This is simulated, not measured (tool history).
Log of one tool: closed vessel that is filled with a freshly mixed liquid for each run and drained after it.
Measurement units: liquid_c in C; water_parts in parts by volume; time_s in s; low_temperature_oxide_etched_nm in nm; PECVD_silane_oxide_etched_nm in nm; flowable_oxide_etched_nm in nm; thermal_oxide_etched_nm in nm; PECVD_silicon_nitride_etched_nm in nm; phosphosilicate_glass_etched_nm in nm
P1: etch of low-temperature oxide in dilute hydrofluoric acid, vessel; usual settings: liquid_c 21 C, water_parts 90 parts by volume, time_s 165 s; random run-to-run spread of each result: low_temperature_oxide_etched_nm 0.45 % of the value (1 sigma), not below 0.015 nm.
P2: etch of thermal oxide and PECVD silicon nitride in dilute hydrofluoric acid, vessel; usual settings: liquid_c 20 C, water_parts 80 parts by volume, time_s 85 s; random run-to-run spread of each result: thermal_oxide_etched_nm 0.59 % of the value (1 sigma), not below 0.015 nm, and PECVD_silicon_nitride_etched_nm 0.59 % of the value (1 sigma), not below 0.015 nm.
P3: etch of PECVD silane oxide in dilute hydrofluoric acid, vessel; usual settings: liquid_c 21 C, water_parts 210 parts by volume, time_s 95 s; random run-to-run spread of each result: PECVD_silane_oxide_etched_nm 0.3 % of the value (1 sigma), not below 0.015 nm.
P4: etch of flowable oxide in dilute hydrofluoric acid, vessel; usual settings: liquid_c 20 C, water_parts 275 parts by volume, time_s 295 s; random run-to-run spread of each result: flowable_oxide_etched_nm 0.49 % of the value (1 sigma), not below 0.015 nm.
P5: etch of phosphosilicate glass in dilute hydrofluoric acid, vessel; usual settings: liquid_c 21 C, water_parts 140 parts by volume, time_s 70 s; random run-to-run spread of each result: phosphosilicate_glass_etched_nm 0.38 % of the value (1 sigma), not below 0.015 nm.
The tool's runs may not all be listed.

| run | hour | process | liquid_c | water_parts | time_s | low_temperature_oxide_etched_nm | PECVD_silane_oxide_etched_nm | flowable_oxide_etched_nm | thermal_oxide_etched_nm | PECVD_silicon_nitride_etched_nm | phosphosilicate_glass_etched_nm |
|---|---|---|---|---|---|---|---|---|---|---|---|
| 1 | 12 | P1 | 21 | 90 | 165 | 38.137 |  |  |  |  |  |
| 2 | 20 | P3 | 21 | 210 | 95 |  | 6.7688 |  |  |  |  |
| 3 | 27.5 | P4 | 17 | 275 | 295 |  |  | 19.869 |  |  |  |
| 4 | 37.8 | P2 | 20 | 80 | 30 |  |  |  | 1.5188 | 1.275 |  |
| 5 | 46.8 | P2 | 24 | 80 | 85 |  |  |  | 5.0911 | 4.7284 |  |
| 6 | 55.7 | P2 | 20 | 80 | 85 |  |  |  | 4.3542 | 3.6075 |  |
| 7 | 63 | P2 | 20 | 80 | 85 |  |  |  | 4.3743 | 3.6254 |  |
| 8 | 72.9 | P3 | 21 | 210 | 30 |  | 2.1216 |  |  |  |  |
| 9 | 80.4 | P1 | 21 | 90 | 165 | 37.86 |  |  |  |  |  |
| 10 | 86.1 | P4 | 20 | 275 | 295 |  |  | 22.172 |  |  |  |
| 11 | 96.1 | P1 | 21 | 90 | 165 | 38.04 |  |  |  |  |  |
| 12 | 103.9 | P3 | 21 | 210 | 95 |  | 6.809 |  |  |  |  |
| 13 | 112.7 | P2 | 20 | 130 | 85 |  |  |  | 2.5408 | 2.2537 |  |
| 14 | 118.2 | P1 | 21 | 90 | 165 | 38.188 |  |  |  |  |  |
| 15 | 123.9 | P1 | 21 | 90 | 165 | 38.404 |  |  |  |  |  |
| 16 | 132.7 | P1 | 21 | 165 | 165 | 19.129 |  |  |  |  |  |
| 17 | 141.4 | P1 | 21 | 50 | 165 | 71.663 |  |  |  |  |  |
| 18 | 147.2 | P4 | 20 | 275 | 85 |  |  | 6.3855 |  |  |  |
| 19 | 159.2 | P5 | 21 | 140 | 70 |  |  |  |  |  | 35.71 |
| 20 | 165 | P1 | 17 | 160 | 165 | 16.854 |  |  |  |  |  |
| 21 | 171.2 | P5 | 21 | 40 | 70 |  |  |  |  |  | 139.69 |
| 22 | 178.2 | P3 | 21 | 360 | 95 |  | 3.4835 |  |  |  |  |
| 23 | 185.1 | P1 | 21 | 90 | 285 | 65.724 |  |  |  |  |  |
| 24 | 195.5 | P1 | 21 | 90 | 90 | 20.621 |  |  |  |  |  |
| 25 | 200.7 | P5 | 17 | 140 | 70 |  |  |  |  |  | 30.24 |
| 26 | 212.3 | P1 | 27 | 90 | 165 | 48.612 |  |  |  |  |  |
| 27 | 222.1 | P4 | 20 | 85 | 295 |  |  | 86.394 |  |  |  |
| 28 | 230.5 | P1 | 17 | 90 | 165 | 32.115 |  |  |  |  |  |
| 29 | 240.2 | P3 | 17 | 210 | 95 |  | 5.7866 |  |  |  |  |
| 30 | 250.9 | P5 | 21 | 140 | 30 |  |  |  |  |  | 15.293 |
| 31 | 262 | P1 | 21 | 90 | 165 | 37.956 |  |  |  |  |  |
| 32 | 268.1 | P1 | 21 | 90 | 165 | 37.375 |  |  |  |  |  |
| 33 | 278 | P1 | 21 | 90 | 165 | 36.232 |  |  |  |  |  |
| 34 | 288 | P1 | 21 | 90 | 165 | 35.789 |  |  |  |  |  |
| 35 | 293.6 | P1 | 21 | 90 | 165 | 35.65 |  |  |  |  |  |
| 36 | 303 | P1 | 21 | 90 | 165 | 35.551 |  |  |  |  |  |
| 37 | 314.6 | P1 | 21 | 90 | 165 | 35.501 |  |  |  |  |  |
| 38 | 320 | P1 | 21 | 90 | 165 | 35.224 |  |  |  |  |  |
| 39 | 329 | P1 | 21 | 90 | 165 | 35.122 |  |  |  |  |  |

The output of P1 has drifted from where it used to be. Each of the 2 causes below, taken at the size shown beside it, accounts for the log equally well:
A: liquid colder than its thermometer reads (K) = 1.92
B: hydrofluoric acid flow below the setpoint (%) = 6.88
The drift started at roughly hour 262.

Each of the check runs listed below is run on 2 wafers and reports their average, with the results left as question marks. Pick the one under which the possible causes would lead to clearly different results.
| check 1 | 338 | P2 | 20 | 80 | 40 |  |  |  | ? | ? |  |
| check 2 | 338 | P4 | 17 | 165 | 295 |  |  | ? |  |  |  |
| check 3 | 338 | P5 | 21 | 55 | 70 |  |  |  |  |  | ? |
| check 4 | 338 | P3 | 17 | 210 | 60 |  | ? |  |  |  |  |

Expected result of each check under each candidate cause:
| check | result | if A | if B |
|---|---|---|---|
| check 1 | thermal_oxide_etched_nm | 1.8869 | 1.8916 |
| check 1 | PECVD_silicon_nitride_etched_nm | 1.4853 | 1.5821 |
| check 2 | flowable_oxide_etched_nm | 33.718 | 33.583 |
| check 3 | phosphosilicate_glass_etched_nm | 92.081 | 92.549 |
| check 4 | PECVD_silane_oxide_etched_nm | 3.4082 | 3.3801 |
Minimum pairwise separation of causes per check, each pair taken at its best-separating result: check 1 6.32 %; check 2 0.4 %; check 3 0.51 %; check 4 0.83 %
Check 1 tells the causes apart: in the others they would give nearly the same result.

After running check 1, the following was obtained: thermal_oxide_etched_nm 1.8763 nm; PECVD_silicon_nitride_etched_nm 1.5704 nm. Which cause does this point to?

Of the candidate causes, it is B: hydrofluoric acid flow below the setpoint (%).
